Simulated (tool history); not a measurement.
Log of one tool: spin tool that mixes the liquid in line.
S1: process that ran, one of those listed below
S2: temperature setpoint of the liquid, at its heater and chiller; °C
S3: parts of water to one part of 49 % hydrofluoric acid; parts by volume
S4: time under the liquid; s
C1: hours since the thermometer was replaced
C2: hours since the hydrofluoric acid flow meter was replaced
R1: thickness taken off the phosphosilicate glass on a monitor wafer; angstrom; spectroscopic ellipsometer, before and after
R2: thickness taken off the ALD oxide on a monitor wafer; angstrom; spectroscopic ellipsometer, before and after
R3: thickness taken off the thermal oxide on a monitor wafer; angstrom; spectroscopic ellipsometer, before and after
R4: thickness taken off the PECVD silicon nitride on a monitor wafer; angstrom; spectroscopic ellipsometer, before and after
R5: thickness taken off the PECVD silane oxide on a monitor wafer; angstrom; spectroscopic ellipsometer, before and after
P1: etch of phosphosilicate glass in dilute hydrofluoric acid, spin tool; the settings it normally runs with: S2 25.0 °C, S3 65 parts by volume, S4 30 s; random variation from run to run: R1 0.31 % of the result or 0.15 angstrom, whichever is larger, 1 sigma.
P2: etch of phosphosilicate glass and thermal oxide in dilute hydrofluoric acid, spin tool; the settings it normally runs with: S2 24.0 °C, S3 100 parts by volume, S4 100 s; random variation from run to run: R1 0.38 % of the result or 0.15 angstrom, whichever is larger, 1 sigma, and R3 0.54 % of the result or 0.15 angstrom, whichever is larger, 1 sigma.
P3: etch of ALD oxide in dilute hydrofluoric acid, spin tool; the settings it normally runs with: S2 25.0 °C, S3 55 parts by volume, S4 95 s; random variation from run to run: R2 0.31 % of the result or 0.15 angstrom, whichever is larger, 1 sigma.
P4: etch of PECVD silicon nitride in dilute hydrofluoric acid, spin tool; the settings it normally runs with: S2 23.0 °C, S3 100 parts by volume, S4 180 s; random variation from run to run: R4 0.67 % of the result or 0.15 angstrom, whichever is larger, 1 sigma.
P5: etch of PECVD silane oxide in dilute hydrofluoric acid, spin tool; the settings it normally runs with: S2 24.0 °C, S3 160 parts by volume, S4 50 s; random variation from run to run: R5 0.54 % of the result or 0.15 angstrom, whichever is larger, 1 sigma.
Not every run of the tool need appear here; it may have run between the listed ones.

run,hour,S1,S2,S3,S4,C1,C2,R1,R2,R3,R4,R5
1,14.1,P1,25.0,65,30,329.9,156.4,815.95,,,,
2,22.7,P3,18.5,55,95,338.5,165.0,,342.50,,,
3,36.8,P1,25.0,65,30,352.6,179.1,821.35,,,,
4,49.4,P1,25.0,65,30,365.2,191.7,817.40,,,,
5,64.2,P3,25.0,55,145,380.0,206.5,,688.21,,,
6,79.0,P2,17.0,100,100,394.8,221.3,444.57,,35.146,,
7,89.3,P1,25.0,90,30,405.1,231.6,571.44,,,,
8,103.5,P1,25.0,65,30,419.3,245.8,820.29,,,,
9,115.2,P4,23.0,100,260,431.0,257.5,,,,57.241,
# hour 115.4: thermometer replaced
10,127.5,P1,25.0,30,30,12.1,269.8,1863.70,,,,
11,136.3,P1,21.0,65,30,20.9,278.6,692.61,,,,
12,148.3,P1,31.0,65,30,32.9,290.6,1042.10,,,,
13,164.3,P2,24.0,100,100,48.9,306.6,587.22,,46.830,,
14,174.7,P5,24.0,160,50,59.3,317.0,,,,,76.452
15,187.2,P1,25.0,65,30,71.8,329.5,815.40,,,,
16,194.2,P2,24.0,100,50,78.8,336.5,294.04,,23.336,,
17,204.5,P5,19.0,160,50,89.1,346.8,,,,,63.381
18,211.5,P5,24.0,160,90,96.1,353.8,,,,,137.410
19,221.6,P2,24.0,100,100,106.2,363.9,590.83,,46.358,,
20,233.0,P3,25.0,55,95,117.6,375.3,,450.50,,,
21,247.1,P4,23.0,100,180,131.7,389.4,,,,39.171,
22,260.9,P4,23.0,20,180,145.5,403.2,,,,186.990,
23,268.3,P5,24.0,290,50,152.9,410.6,,,,,36.628
24,281.2,P1,25.0,65,55,165.8,423.5,1500.10,,,,
25,288.2,P1,29.5,25,30,172.8,430.5,2688.20,,,,
26,297.5,P5,24.0,160,50,182.1,439.8,,,,,76.245
27,312.1,P3,25.0,55,95,196.7,454.4,,450.07,,,
28,325.5,P3,25.0,85,95,210.1,467.8,,278.73,,,
29,333.6,P1,30.5,30,30,218.2,475.9,2329.60,,,,
30,347.4,P2,24.0,30,100,232.0,489.7,2171.20,,170.150,,
31,355.9,P4,28.0,100,180,240.5,498.2,,,,54.443,
32,369.5,P1,25.0,65,15,254.1,511.8,409.04,,,,
33,378.3,P1,25.0,65,30,262.9,520.6,818.43,,,,
34,391.7,P1,25.0,65,30,276.3,534.0,815.92,,,,
35,402.5,P1,25.0,65,30,287.1,544.8,838.92,,,,
36,411.5,P1,25.0,65,30,296.1,553.8,851.31,,,,
37,423.0,P1,25.0,65,30,307.6,565.3,859.43,,,,
38,437.4,P1,25.0,65,30,322.0,579.7,863.24,,,,
39,450.3,P1,25.0,65,30,334.9,592.6,868.15,,,,
40,457.8,P1,25.0,65,30,342.4,600.1,864.32,,,,

Compared with where it was, what P1 gives has crept away. Each cause listed below fits the log as well as the rest, at the size given for it:
A: liquid hotter than its thermometer reads (K) = 1.42
B: hydrofluoric acid flow above the setpoint (%) = 5.36
The process output started creeping at around hour 391.7.

Which of the 4 check runs listed below, each an average over 2 wafers with its results shown as question marks, gives clearly different results under the different listed causes?
check 1,465.3,P5,24.0,160,50,,,,,,,?
check 2,465.3,P2,24.0,100,100,,,?,,?,,
check 3,465.3,P3,25.0,55,95,,,,?,,,
check 4,465.3,P4,23.0,100,180,,,,,,?,

Expected result of each check under each candidate cause:
check,result,if A,if B
check 1,R5,80.699,81.342
check 2,R1,627.30,628.95
check 2,R3,49.316,49.446
check 3,R2,476.76,476.11
check 4,R4,43.183,41.390
Distance between the nearest two causes, measured in the result of the check that separates them most: check 1 0.79 %; check 2 0.26 %; check 3 0.14 %; check 4 4.24 %
Only in check 4 would the causes give clearly different results; in the remaining checks their results would be nearly the same.

Then check 4 was run and gave: R4 42.951 angstrom. Which cause is it?

The cause is A: liquid hotter than its thermometer reads (K).
